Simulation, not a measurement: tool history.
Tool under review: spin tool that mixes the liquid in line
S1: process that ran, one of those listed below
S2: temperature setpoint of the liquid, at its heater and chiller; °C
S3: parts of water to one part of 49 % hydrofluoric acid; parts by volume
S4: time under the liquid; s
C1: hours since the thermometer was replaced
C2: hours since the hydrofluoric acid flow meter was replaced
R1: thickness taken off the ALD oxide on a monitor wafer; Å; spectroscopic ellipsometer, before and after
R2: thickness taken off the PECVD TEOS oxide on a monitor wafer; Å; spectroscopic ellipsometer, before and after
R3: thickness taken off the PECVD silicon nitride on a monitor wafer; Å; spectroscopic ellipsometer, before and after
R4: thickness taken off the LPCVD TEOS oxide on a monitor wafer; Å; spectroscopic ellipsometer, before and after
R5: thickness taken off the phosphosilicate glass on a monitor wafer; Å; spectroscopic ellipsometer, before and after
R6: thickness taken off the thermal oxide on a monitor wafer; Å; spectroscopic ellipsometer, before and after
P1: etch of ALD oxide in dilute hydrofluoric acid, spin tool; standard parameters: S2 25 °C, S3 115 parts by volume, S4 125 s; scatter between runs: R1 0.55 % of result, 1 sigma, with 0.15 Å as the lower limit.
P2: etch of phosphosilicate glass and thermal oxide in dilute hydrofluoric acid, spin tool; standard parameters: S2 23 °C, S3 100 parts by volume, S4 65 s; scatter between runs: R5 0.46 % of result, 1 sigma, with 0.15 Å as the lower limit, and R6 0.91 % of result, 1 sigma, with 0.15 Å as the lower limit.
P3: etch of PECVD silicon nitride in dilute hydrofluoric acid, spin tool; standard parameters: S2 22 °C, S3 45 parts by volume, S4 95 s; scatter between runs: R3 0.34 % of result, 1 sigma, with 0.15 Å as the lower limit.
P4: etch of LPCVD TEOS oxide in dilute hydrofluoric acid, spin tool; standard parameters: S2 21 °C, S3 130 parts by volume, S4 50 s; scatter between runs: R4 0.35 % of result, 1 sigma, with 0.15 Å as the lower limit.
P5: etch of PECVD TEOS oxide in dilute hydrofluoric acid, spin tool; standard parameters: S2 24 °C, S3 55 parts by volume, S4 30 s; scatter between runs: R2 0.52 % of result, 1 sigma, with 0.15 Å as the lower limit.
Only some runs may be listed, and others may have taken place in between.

run 1 hour=3.9 | S1=P1 S2=25 S3=115 S4=125 | C1=721.1 C2=811.6 | R1=210.99
run 2 hour=12.3 | S1=P5 S2=24 S3=55 S4=15 | C1=729.5 C2=820 | R2=38.331
run 3 hour=17.1 | S1=P1 S2=32 S3=115 S4=125 | C1=734.3 C2=824.8 | R1=274.82
run 4 hour=24.6 | S1=P3 S2=22 S3=45 S4=95 | C1=741.8 C2=832.3 | R3=78.14
run 5 hour=29.6 | S1=P1 S2=25 S3=115 S4=125 | C1=746.8 C2=837.3 | R1=212.66
run 6 hour=34 | S1=P1 S2=25 S3=205 S4=125 | C1=751.2 C2=841.7 | R1=106.7
run 7 hour=41.7 | S1=P3 S2=22 S3=80 S4=95 | C1=758.9 C2=849.4 | R3=44.164
-- hour=43.9 hydrofluoric acid flow meter replaced
run 8 hour=47.2 | S1=P1 S2=17 S3=115 S4=125 | C1=764.4 C2=3.4 | R1=153.11
run 9 hour=54.5 | S1=P4 S2=21 S3=130 S4=20 | C1=771.7 C2=10.7 | R4=34.196
run 10 hour=58.6 | S1=P1 S2=20.5 S3=115 S4=75 | C1=775.8 C2=14.8 | R1=106.46
run 11 hour=63.7 | S1=P2 S2=23 S3=100 S4=15 | C1=780.9 C2=19.9 | R5=121.84 R6=6.8946
run 12 hour=71 | S1=P1 S2=25 S3=115 S4=125 | C1=788.2 C2=27.2 | R1=211.53
run 13 hour=76.7 | S1=P2 S2=23 S3=100 S4=65 | C1=793.9 C2=32.9 | R5=531.26 R6=29.323
run 14 hour=82 | S1=P4 S2=28 S3=130 S4=50 | C1=799.2 C2=38.2 | R4=111.9
run 15 hour=89.5 | S1=P1 S2=25 S3=115 S4=250 | C1=806.7 C2=45.7 | R1=423.3
run 16 hour=93.8 | S1=P1 S2=25 S3=65 S4=125 | C1=811 C2=50 | R1=400.73
run 17 hour=101.8 | S1=P2 S2=23 S3=35 S4=65 | C1=819 C2=58 | R5=1652.8 R6=92.214
run 18 hour=110 | S1=P5 S2=24 S3=35 S4=30 | C1=827.2 C2=66.2 | R2=124.63
run 19 hour=117.2 | S1=P4 S2=21 S3=130 S4=50 | C1=834.4 C2=73.4 | R4=84.699
run 20 hour=122.2 | S1=P2 S2=18.5 S3=100 S4=65 | C1=839.4 C2=78.4 | R5=437.43 R6=24.793
run 21 hour=127.9 | S1=P4 S2=21 S3=130 S4=50 | C1=845.1 C2=84.1 | R4=84.698
run 22 hour=136.2 | S1=P5 S2=29.5 S3=55 S4=30 | C1=853.4 C2=92.4 | R2=96.515
run 23 hour=143.6 | S1=P1 S2=25 S3=115 S4=15 | C1=860.8 C2=99.8 | R1=25.303
run 24 hour=147.9 | S1=P3 S2=22 S3=45 S4=50 | C1=865.1 C2=104.1 | R3=40.876
run 25 hour=154.7 | S1=P1 S2=25 S3=115 S4=125 | C1=871.9 C2=110.9 | R1=212.24
run 26 hour=161.5 | S1=P5 S2=24 S3=55 S4=30 | C1=878.7 C2=117.7 | R2=76.739
run 27 hour=166.6 | S1=P4 S2=21 S3=55 S4=50 | C1=883.8 C2=122.8 | R4=218.85
run 28 hour=171.8 | S1=P3 S2=27.5 S3=45 S4=95 | C1=889 C2=128 | R3=112.52
run 29 hour=180.7 | S1=P1 S2=25 S3=115 S4=125 | C1=897.9 C2=136.9 | R1=211.14
run 30 hour=188.3 | S1=P1 S2=25 S3=115 S4=125 | C1=905.5 C2=144.5 | R1=207.36
run 31 hour=195 | S1=P1 S2=25 S3=115 S4=125 | C1=912.2 C2=151.2 | R1=205.29
run 32 hour=203.1 | S1=P1 S2=25 S3=115 S4=125 | C1=920.3 C2=159.3 | R1=202.55
run 33 hour=207.5 | S1=P1 S2=25 S3=115 S4=125 | C1=924.7 C2=163.7 | R1=203.69
run 34 hour=215.3 | S1=P1 S2=25 S3=115 S4=125 | C1=932.5 C2=171.5 | R1=201.17
run 35 hour=219.7 | S1=P1 S2=25 S3=115 S4=125 | C1=936.9 C2=175.9 | R1=203.2
run 36 hour=227.8 | S1=P1 S2=25 S3=115 S4=125 | C1=945 C2=184 | R1=202.68
run 37 hour=235.8 | S1=P1 S2=25 S3=115 S4=125 | C1=953 C2=192 | R1=201.71
run 38 hour=243 | S1=P1 S2=25 S3=115 S4=125 | C1=960.2 C2=199.2 | R1=200.25
run 39 hour=248.5 | S1=P1 S2=25 S3=115 S4=125 | C1=965.7 C2=204.7 | R1=201.01

Something has made what P1 gives creep away from where it was; the 2 causes below, each at its own stated size, fit the log equally well:
A: hydrofluoric acid flow below the setpoint (%) = 4.62
B: liquid colder than its thermometer reads (K) = 1.39
Onset of the creep was near hour 180.7.

Question marks stand in for the results of the 4 check runs listed below, each run on one wafer. Under which run would the listed causes show clearly different results?
run check 1 hour=254 | S1=P2 S2=23 S3=100 S4=65 | R5=? R6=?
run check 2 hour=254 | S1=P3 S2=22 S3=45 S4=95 | R3=?
run check 3 hour=254 | S1=P4 S2=21 S3=130 S4=50 | R4=?
run check 4 hour=254 | S1=P5 S2=24 S3=55 S4=30 | R2=?

What every check run would give for each of its results, assuming each possible cause in turn:
check=check_1 result=R5 if_A=503.45 if_B=502
check=check_1 result=R6 if_A=28.208 if_B=28.127
check=check_2 result=R3 if_A=74.127 if_B=70.528
check=check_3 result=R4 if_A=80.545 if_B=80.411
check=check_4 result=R2 if_A=73.259 if_B=72.779
Per check, the gap between the least separated pair of causes, taken in the result that splits them most: check 1 0.29 %; check 2 4.98 %; check 3 0.17 %; check 4 0.66 %
Only in check 2 would the causes give clearly different results; in the remaining checks their results would be nearly the same.

Check 2 was then run and gave: R3 70.746 Å. Which cause is it?

Of the candidate causes, it is B: liquid colder than its thermometer reads (K).

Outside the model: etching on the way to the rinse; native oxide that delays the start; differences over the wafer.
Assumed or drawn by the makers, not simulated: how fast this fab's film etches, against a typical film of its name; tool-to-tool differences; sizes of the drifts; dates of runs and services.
